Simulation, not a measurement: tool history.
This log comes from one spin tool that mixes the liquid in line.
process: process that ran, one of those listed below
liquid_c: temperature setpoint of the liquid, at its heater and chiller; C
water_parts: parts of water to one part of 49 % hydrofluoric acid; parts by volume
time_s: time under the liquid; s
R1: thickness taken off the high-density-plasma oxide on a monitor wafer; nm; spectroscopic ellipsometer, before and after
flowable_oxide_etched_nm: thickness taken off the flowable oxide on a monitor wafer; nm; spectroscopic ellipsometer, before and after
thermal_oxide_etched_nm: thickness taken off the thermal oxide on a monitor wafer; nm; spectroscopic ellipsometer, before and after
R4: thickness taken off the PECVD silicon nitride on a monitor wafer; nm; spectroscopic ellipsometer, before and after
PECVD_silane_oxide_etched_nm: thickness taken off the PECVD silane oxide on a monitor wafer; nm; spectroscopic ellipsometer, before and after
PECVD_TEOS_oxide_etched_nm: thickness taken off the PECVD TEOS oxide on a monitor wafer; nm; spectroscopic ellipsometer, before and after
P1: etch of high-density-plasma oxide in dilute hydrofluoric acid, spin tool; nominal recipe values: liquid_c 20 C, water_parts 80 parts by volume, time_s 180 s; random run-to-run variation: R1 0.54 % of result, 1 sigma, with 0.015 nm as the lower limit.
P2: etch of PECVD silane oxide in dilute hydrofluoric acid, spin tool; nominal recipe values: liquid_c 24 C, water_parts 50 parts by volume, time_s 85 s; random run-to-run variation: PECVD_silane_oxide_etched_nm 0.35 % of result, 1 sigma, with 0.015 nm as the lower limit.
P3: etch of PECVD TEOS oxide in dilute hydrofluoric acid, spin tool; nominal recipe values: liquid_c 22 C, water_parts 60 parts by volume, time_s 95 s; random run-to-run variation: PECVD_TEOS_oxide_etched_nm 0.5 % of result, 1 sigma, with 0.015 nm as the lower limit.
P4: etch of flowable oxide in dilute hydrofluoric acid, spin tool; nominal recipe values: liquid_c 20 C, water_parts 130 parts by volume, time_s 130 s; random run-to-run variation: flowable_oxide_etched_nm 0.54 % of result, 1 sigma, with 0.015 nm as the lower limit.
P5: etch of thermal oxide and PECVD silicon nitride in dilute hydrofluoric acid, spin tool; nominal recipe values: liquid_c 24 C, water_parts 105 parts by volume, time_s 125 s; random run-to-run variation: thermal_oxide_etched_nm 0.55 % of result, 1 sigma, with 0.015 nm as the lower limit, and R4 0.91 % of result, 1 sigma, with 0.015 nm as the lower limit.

run 1 hour=3.6 | process=P1 liquid_c=20 water_parts=80 time_s=180 | R1=10.356
run 2 hour=8.1 | process=P4 liquid_c=20 water_parts=195 time_s=130 | flowable_oxide_etched_nm=17.785
run 3 hour=11.2 | process=P5 liquid_c=24 water_parts=105 time_s=225 | thermal_oxide_etched_nm=10.032 R4=4.4514
run 4 hour=13.3 | process=P1 liquid_c=17 water_parts=80 time_s=180 | R1=9.0957
run 5 hour=15.5 | process=P1 liquid_c=27.5 water_parts=80 time_s=180 | R1=13.952
run 6 hour=17.8 | process=P4 liquid_c=20 water_parts=130 time_s=130 | flowable_oxide_etched_nm=28.908
run 7 hour=20.7 | process=P5 liquid_c=24 water_parts=145 time_s=125 | thermal_oxide_etched_nm=3.8403 R4=1.7799
run 8 hour=24.5 | process=P1 liquid_c=20 water_parts=80 time_s=40 | R1=2.2965
run 9 hour=26.9 | process=P2 liquid_c=24 water_parts=50 time_s=150 | PECVD_silane_oxide_etched_nm=71.785
run 10 hour=29.3 | process=P1 liquid_c=20 water_parts=80 time_s=180 | R1=10.26
run 11 hour=34 | process=P5 liquid_c=24 water_parts=105 time_s=125 | thermal_oxide_etched_nm=5.529 R4=2.4898
run 12 hour=38.6 | process=P4 liquid_c=24 water_parts=130 time_s=130 | flowable_oxide_etched_nm=33.711
run 13 hour=41.2 | process=P5 liquid_c=18 water_parts=105 time_s=125 | thermal_oxide_etched_nm=4.3816 R4=1.6852
run 14 hour=45.8 | process=P2 liquid_c=24 water_parts=20 time_s=85 | PECVD_silane_oxide_etched_nm=105.7
run 15 hour=49.5 | process=P2 liquid_c=24 water_parts=50 time_s=85 | PECVD_silane_oxide_etched_nm=40.707
run 16 hour=52.6 | process=P1 liquid_c=20 water_parts=20 time_s=180 | R1=44.877
run 17 hour=56.5 | process=P3 liquid_c=27 water_parts=60 time_s=95 | PECVD_TEOS_oxide_etched_nm=37.067
run 18 hour=60.8 | process=P1 liquid_c=20 water_parts=80 time_s=180 | R1=10.267
run 19 hour=65.1 | process=P4 liquid_c=20 water_parts=130 time_s=130 | flowable_oxide_etched_nm=28.947
run 20 hour=68 | process=P2 liquid_c=29.5 water_parts=50 time_s=85 | PECVD_silane_oxide_etched_nm=50.548
run 21 hour=70 | process=P3 liquid_c=22 water_parts=20 time_s=95 | PECVD_TEOS_oxide_etched_nm=94.534
run 22 hour=74.4 | process=P1 liquid_c=20 water_parts=145 time_s=180 | R1=5.3514
run 23 hour=77.9 | process=P1 liquid_c=20 water_parts=80 time_s=180 | R1=10.412
run 24 hour=81.2 | process=P3 liquid_c=22 water_parts=60 time_s=95 | PECVD_TEOS_oxide_etched_nm=30.075
-- hour=82.1 thermometer replaced
run 25 hour=84.8 | process=P1 liquid_c=20 water_parts=80 time_s=325 | R1=18.695
run 26 hour=89.3 | process=P1 liquid_c=20 water_parts=80 time_s=180 | R1=10.316
run 27 hour=92.5 | process=P5 liquid_c=24 water_parts=105 time_s=125 | thermal_oxide_etched_nm=5.5761 R4=2.4583
run 28 hour=94.6 | process=P1 liquid_c=20 water_parts=110 time_s=100 | R1=4.0749
run 29 hour=98.6 | process=P3 liquid_c=22 water_parts=60 time_s=95 | PECVD_TEOS_oxide_etched_nm=30.14
run 30 hour=101.5 | process=P3 liquid_c=22 water_parts=60 time_s=15 | PECVD_TEOS_oxide_etched_nm=4.7536
run 31 hour=103.7 | process=P1 liquid_c=20 water_parts=80 time_s=180 | R1=10.41
run 32 hour=108.5 | process=P4 liquid_c=20 water_parts=130 time_s=205 | flowable_oxide_etched_nm=45.511
run 33 hour=112.8 | process=P2 liquid_c=24 water_parts=50 time_s=85 | PECVD_silane_oxide_etched_nm=40.689
run 34 hour=117.5 | process=P1 liquid_c=20 water_parts=80 time_s=180 | R1=10.26
run 35 hour=120.4 | process=P1 liquid_c=20 water_parts=80 time_s=180 | R1=10.613
run 36 hour=123.3 | process=P1 liquid_c=20 water_parts=80 time_s=180 | R1=10.681
run 37 hour=125.4 | process=P1 liquid_c=20 water_parts=80 time_s=180 | R1=10.759
run 38 hour=128.1 | process=P1 liquid_c=20 water_parts=80 time_s=180 | R1=10.937
run 39 hour=132 | process=P1 liquid_c=20 water_parts=80 time_s=180 | R1=10.927
run 40 hour=136.3 | process=P1 liquid_c=20 water_parts=80 time_s=180 | R1=11.091
run 41 hour=138.9 | process=P1 liquid_c=20 water_parts=80 time_s=180 | R1=11.132
run 42 hour=141.3 | process=P1 liquid_c=20 water_parts=80 time_s=180 | R1=11.089
run 43 hour=146.1 | process=P1 liquid_c=20 water_parts=80 time_s=180 | R1=11.055
run 44 hour=150.6 | process=P1 liquid_c=20 water_parts=80 time_s=180 | R1=11.048
run 45 hour=154 | process=P1 liquid_c=20 water_parts=80 time_s=180 | R1=11.189

The log shows P1 creeping away from where it was. Any of the 2 causes listed here, at the size stated for it, fits the log just as well as the others:
A: hydrofluoric acid flow above the setpoint (%) = 7.23
B: liquid hotter than its thermometer reads (K) = 1.85
The process output started creeping at around hour 117.5.

You are offered 4 check runs, listed below with question marks in place of their results; each one averages 3 wafers. Which run separates the listed causes by giving clearly different results for each?
run check 1 hour=157.4 | process=P4 liquid_c=20 water_parts=130 time_s=130 | flowable_oxide_etched_nm=?
run check 2 hour=157.4 | process=P5 liquid_c=24 water_parts=105 time_s=125 | thermal_oxide_etched_nm=? R4=?
run check 3 hour=157.4 | process=P2 liquid_c=24 water_parts=50 time_s=85 | PECVD_silane_oxide_etched_nm=?
run check 4 hour=157.4 | process=P3 liquid_c=22 water_parts=60 time_s=95 | PECVD_TEOS_oxide_etched_nm=?

If the cause were each of the candidates in turn, the checks would give the following:
check=check_1 result=flowable_oxide_etched_nm if_A=31.267 if_B=31.099
check=check_2 result=thermal_oxide_etched_nm if_A=6.0278 if_B=5.9913
check=check_2 result=R4 if_A=2.6423 if_B=2.7828
check=check_3 result=PECVD_silane_oxide_etched_nm if_A=43.819 if_B=43.877
check=check_4 result=PECVD_TEOS_oxide_etched_nm if_A=32.489 if_B=32.53
Distance between the nearest two causes, measured in the result of the check that separates them most: check 1 0.54 %; check 2 5.18 %; check 3 0.13 %; check 4 0.13 %
Only in check 2 would the causes give clearly different results; in the remaining checks their results would be nearly the same.

Here is what check 2 returned: thermal_oxide_etched_nm 5.9562 nm; R4 2.7884 nm. Which cause is it?

It is B: liquid hotter than its thermometer reads (K).
